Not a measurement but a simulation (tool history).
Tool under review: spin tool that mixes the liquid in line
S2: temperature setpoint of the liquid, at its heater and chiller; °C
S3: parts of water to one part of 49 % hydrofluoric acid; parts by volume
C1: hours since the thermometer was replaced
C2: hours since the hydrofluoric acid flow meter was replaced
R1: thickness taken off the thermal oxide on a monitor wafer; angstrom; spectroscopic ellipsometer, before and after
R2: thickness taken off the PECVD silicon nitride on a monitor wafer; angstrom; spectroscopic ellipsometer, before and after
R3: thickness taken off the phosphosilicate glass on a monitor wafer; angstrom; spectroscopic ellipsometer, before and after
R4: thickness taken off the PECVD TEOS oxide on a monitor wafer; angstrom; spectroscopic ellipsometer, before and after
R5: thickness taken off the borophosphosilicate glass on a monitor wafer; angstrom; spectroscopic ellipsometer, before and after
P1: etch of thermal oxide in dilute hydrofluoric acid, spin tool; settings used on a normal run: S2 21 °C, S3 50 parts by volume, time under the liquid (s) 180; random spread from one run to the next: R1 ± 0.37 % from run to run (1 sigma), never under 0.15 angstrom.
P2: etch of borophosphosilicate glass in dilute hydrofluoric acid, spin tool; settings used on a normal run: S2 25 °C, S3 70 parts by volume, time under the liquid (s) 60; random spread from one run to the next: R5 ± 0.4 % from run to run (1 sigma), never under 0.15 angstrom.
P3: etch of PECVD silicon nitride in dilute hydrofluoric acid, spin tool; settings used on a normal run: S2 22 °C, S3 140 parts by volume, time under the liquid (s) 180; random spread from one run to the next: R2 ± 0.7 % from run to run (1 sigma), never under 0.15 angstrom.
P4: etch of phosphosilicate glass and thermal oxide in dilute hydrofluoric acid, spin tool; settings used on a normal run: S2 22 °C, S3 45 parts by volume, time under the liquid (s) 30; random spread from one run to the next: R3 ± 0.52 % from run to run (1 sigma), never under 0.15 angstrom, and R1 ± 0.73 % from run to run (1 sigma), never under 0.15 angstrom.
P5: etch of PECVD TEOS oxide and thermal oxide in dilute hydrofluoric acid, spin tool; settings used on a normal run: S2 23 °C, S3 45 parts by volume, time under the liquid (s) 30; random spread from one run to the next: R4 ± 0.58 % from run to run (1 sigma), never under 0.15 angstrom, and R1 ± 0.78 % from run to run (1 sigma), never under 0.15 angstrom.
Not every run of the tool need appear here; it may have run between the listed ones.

run 1 day=0.329 | process_that_ran=P1 S2=21 S3=50 time_under_the_liquid_(s)=180 | C1=1367.6 C2=444.7 | R1=152
run 2 day=0.771 | process_that_ran=P3 S2=22 S3=140 time_under_the_liquid_(s)=180 | C1=1378.2 C2=455.3 | R2=37.087
run 3 day=1.25 | process_that_ran=P1 S2=21 S3=50 time_under_the_liquid_(s)=180 | C1=1389.7 C2=466.8 | R1=151.81
-- day=1.467 hydrofluoric acid flow meter replaced
run 4 day=1.708 | process_that_ran=P4 S2=22 S3=45 time_under_the_liquid_(s)=30 | C1=1400.7 C2=5.9 | R1=32.547 R3=817.88
run 5 day=2.175 | process_that_ran=P1 S2=21 S3=50 time_under_the_liquid_(s)=30 | C1=1411.9 C2=17.1 | R1=25.193
run 6 day=2.404 | process_that_ran=P1 S2=27.5 S3=20 time_under_the_liquid_(s)=180 | C1=1417.4 C2=22.6 | R1=516.61
run 7 day=2.717 | process_that_ran=P1 S2=21 S3=85 time_under_the_liquid_(s)=180 | C1=1424.9 C2=30.1 | R1=85.14
run 8 day=3.175 | process_that_ran=P3 S2=22 S3=215 time_under_the_liquid_(s)=180 | C1=1435.9 C2=41.1 | R2=24.396
run 9 day=3.554 | process_that_ran=P1 S2=27 S3=50 time_under_the_liquid_(s)=180 | C1=1445 C2=50.2 | R1=193.76
run 10 day=3.883 | process_that_ran=P4 S2=22 S3=45 time_under_the_liquid_(s)=30 | C1=1452.9 C2=58.1 | R1=32.469 R3=826.84
run 11 day=4.108 | process_that_ran=P5 S2=23 S3=25 time_under_the_liquid_(s)=30 | C1=1458.3 C2=63.5 | R1=56.821 R4=211.19
run 12 day=4.592 | process_that_ran=P1 S2=21 S3=50 time_under_the_liquid_(s)=180 | C1=1469.9 C2=75.1 | R1=151.45
run 13 day=5.017 | process_that_ran=P1 S2=21 S3=50 time_under_the_liquid_(s)=320 | C1=1480.1 C2=85.3 | R1=269.97
run 14 day=5.408 | process_that_ran=P3 S2=22 S3=140 time_under_the_liquid_(s)=90 | C1=1489.5 C2=94.7 | R2=18.415
run 15 day=5.783 | process_that_ran=P5 S2=23 S3=45 time_under_the_liquid_(s)=30 | C1=1498.5 C2=103.7 | R1=30.708 R4=114.01
run 16 day=6.104 | process_that_ran=P3 S2=26 S3=140 time_under_the_liquid_(s)=180 | C1=1506.2 C2=111.4 | R2=47.582
run 17 day=6.462 | process_that_ran=P2 S2=25 S3=70 time_under_the_liquid_(s)=15 | C1=1514.8 C2=120 | R5=75.384
run 18 day=6.8 | process_that_ran=P2 S2=25 S3=70 time_under_the_liquid_(s)=60 | C1=1522.9 C2=128.1 | R5=302.22
run 19 day=7.042 | process_that_ran=P1 S2=17 S3=50 time_under_the_liquid_(s)=180 | C1=1528.7 C2=133.9 | R1=127.6
run 20 day=7.288 | process_that_ran=P4 S2=22 S3=30 time_under_the_liquid_(s)=30 | C1=1534.6 C2=139.8 | R1=50.649 R3=1260.8
run 21 day=7.546 | process_that_ran=P5 S2=23 S3=45 time_under_the_liquid_(s)=15 | C1=1540.8 C2=146 | R1=15.118 R4=57.253
run 22 day=7.896 | process_that_ran=P2 S2=25 S3=70 time_under_the_liquid_(s)=60 | C1=1549.2 C2=154.4 | R5=299.51
run 23 day=8.167 | process_that_ran=P1 S2=21 S3=50 time_under_the_liquid_(s)=180 | C1=1555.7 C2=160.9 | R1=151.39
run 24 day=8.417 | process_that_ran=P2 S2=20.5 S3=70 time_under_the_liquid_(s)=60 | C1=1561.7 C2=166.9 | R5=251.8
run 25 day=8.875 | process_that_ran=P4 S2=22 S3=45 time_under_the_liquid_(s)=60 | C1=1572.7 C2=177.9 | R1=64.364 R3=1632.9
run 26 day=9.338 | process_that_ran=P1 S2=17 S3=50 time_under_the_liquid_(s)=55 | C1=1583.8 C2=189 | R1=39.007
run 27 day=9.646 | process_that_ran=P1 S2=21 S3=50 time_under_the_liquid_(s)=180 | C1=1591.2 C2=196.4 | R1=151.3
run 28 day=10.021 | process_that_ran=P4 S2=30 S3=45 time_under_the_liquid_(s)=30 | C1=1600.2 C2=205.4 | R1=45.04 R3=1144.1
run 29 day=10.388 | process_that_ran=P1 S2=21 S3=20 time_under_the_liquid_(s)=180 | C1=1609 C2=214.2 | R1=394.81
run 30 day=10.854 | process_that_ran=P5 S2=23 S3=45 time_under_the_liquid_(s)=30 | C1=1620.2 C2=225.4 | R1=30.206 R4=114.46
run 31 day=11.308 | process_that_ran=P2 S2=25 S3=20 time_under_the_liquid_(s)=60 | C1=1631.1 C2=236.3 | R5=1130.3
run 32 day=11.6 | process_that_ran=P5 S2=31.5 S3=45 time_under_the_liquid_(s)=30 | C1=1638.1 C2=243.3 | R1=43.101 R4=161.36
run 33 day=11.917 | process_that_ran=P3 S2=22 S3=140 time_under_the_liquid_(s)=180 | C1=1645.7 C2=250.9 | R2=37.22
run 34 day=12.317 | process_that_ran=P1 S2=21 S3=50 time_under_the_liquid_(s)=180 | C1=1655.3 C2=260.5 | R1=150.71
run 35 day=12.658 | process_that_ran=P1 S2=21 S3=50 time_under_the_liquid_(s)=180 | C1=1663.5 C2=268.7 | R1=146.83
run 36 day=12.9 | process_that_ran=P1 S2=21 S3=50 time_under_the_liquid_(s)=180 | C1=1669.3 C2=274.5 | R1=145.76
run 37 day=13.25 | process_that_ran=P1 S2=21 S3=50 time_under_the_liquid_(s)=180 | C1=1677.7 C2=282.9 | R1=143.72
run 38 day=13.496 | process_that_ran=P1 S2=21 S3=50 time_under_the_liquid_(s)=180 | C1=1683.6 C2=288.8 | R1=141.31
run 39 day=13.858 | process_that_ran=P1 S2=21 S3=50 time_under_the_liquid_(s)=180 | C1=1692.3 C2=297.5 | R1=141.2
run 40 day=14.317 | process_that_ran=P1 S2=21 S3=50 time_under_the_liquid_(s)=180 | C1=1703.3 C2=308.5 | R1=140.54
run 41 day=14.712 | process_that_ran=P1 S2=21 S3=50 time_under_the_liquid_(s)=180 | C1=1712.8 C2=318 | R1=139.54
run 42 day=15.058 | process_that_ran=P1 S2=21 S3=50 time_under_the_liquid_(s)=180 | C1=1721.1 C2=326.3 | R1=139.8

The output of P1 has drifted from where it used to be. Each of the 2 causes below, taken at the size shown beside it, accounts for the log equally well:
A: liquid colder than its thermometer reads (K) = 1.84
B: hydrofluoric acid flow below the setpoint (%) = 7.05
The onset of the drift is placed at about day 12.317.

Each of the check runs listed below is run on 2 wafers and reports their average, with the results left as question marks. Pick the one under which the possible causes would lead to clearly different results.
run check 1 day=15.404 | process_that_ran=P3 S2=22 S3=140 time_under_the_liquid_(s)=180 | R2=?
run check 2 day=15.404 | process_that_ran=P5 S2=23 S3=45 time_under_the_liquid_(s)=30 | R1=? R4=?
run check 3 day=15.404 | process_that_ran=P4 S2=22 S3=45 time_under_the_liquid_(s)=30 | R1=? R3=?
run check 4 day=15.404 | process_that_ran=P2 S2=25 S3=70 time_under_the_liquid_(s)=60 | R5=?

What every check run would give for each of its results, assuming each possible cause in turn:
check=check_1 result=R2 if_A=32.672 if_B=34.363
check=check_2 result=R1 if_A=28.303 if_B=28.294
check=check_2 result=R4 if_A=105.8 if_B=105.77
check=check_3 result=R1 if_A=29.992 if_B=30.004
check=check_3 result=R3 if_A=764.51 if_B=764.83
check=check_4 result=R5 if_A=279.23 if_B=277.68
Separation of the two closest causes in each check, using whichever result separates them best: check 1 5.05 %; check 2 0.03 %; check 3 0.04 %; check 4 0.56 %
The other checks would show nearly matching results whichever cause is true, so check 1 is the only one that separates the causes.

Here is what check 1 returned: R2 34.128 angstrom. Which cause is it?

It was cause B: hydrofluoric acid flow below the setpoint (%).
